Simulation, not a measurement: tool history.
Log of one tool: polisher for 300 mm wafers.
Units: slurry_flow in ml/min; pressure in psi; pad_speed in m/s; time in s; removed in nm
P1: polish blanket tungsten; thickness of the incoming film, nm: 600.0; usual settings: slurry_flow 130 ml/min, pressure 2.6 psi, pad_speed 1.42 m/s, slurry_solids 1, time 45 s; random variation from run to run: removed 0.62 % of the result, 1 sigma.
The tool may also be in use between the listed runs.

run	hour	slurry_flow	pressure	pad_speed	slurry_solids	time	removed
1	7	130	2.6	1.42	1	45	196.92
2	13	130	3.7	1.42	1	45	283.32
3	18	130	3.3	1.9	1	45	335.14
4	22.4	130	1.3	1.42	1	45	98.54
5	27.3	130	2.6	1.8	1	45	248.06
6	34.2	130	2.6	1.42	1	45	195.61
7	38.8	130	2.6	1.42	1.25	45	206.48
8	46.3	130	2.6	1.42	1	25	109.7
9	51.4	130	2.6	1.42	0.65	45	179.98
10	57.4	175	2.6	1.42	1	45	207.64
11	63.5	130	2.6	1.42	1	45	197.79
12	67.3	130	2.6	1.42	1	45	197.09
13	74.4	130	2.6	1.42	1	65	282.31
14	82	80	2.6	1.42	1	45	175.03
15	89.4	130	2.6	1.42	1	45	198.34
16	95	130	2.6	0.66	1	45	90.725
17	101.4	130	2.6	1.42	1	45	197.61
18	108.1	130	2.6	1.42	1	45	189.15
19	112.7	130	2.6	1.42	1	45	184.91
20	116.5	130	2.6	1.42	1	45	183.78

Forecast run 21:
# hour 120.1: head pressure recalibrated
21	120.2	130	2.6	1.42	1	45	?

removed: 183.9 nm
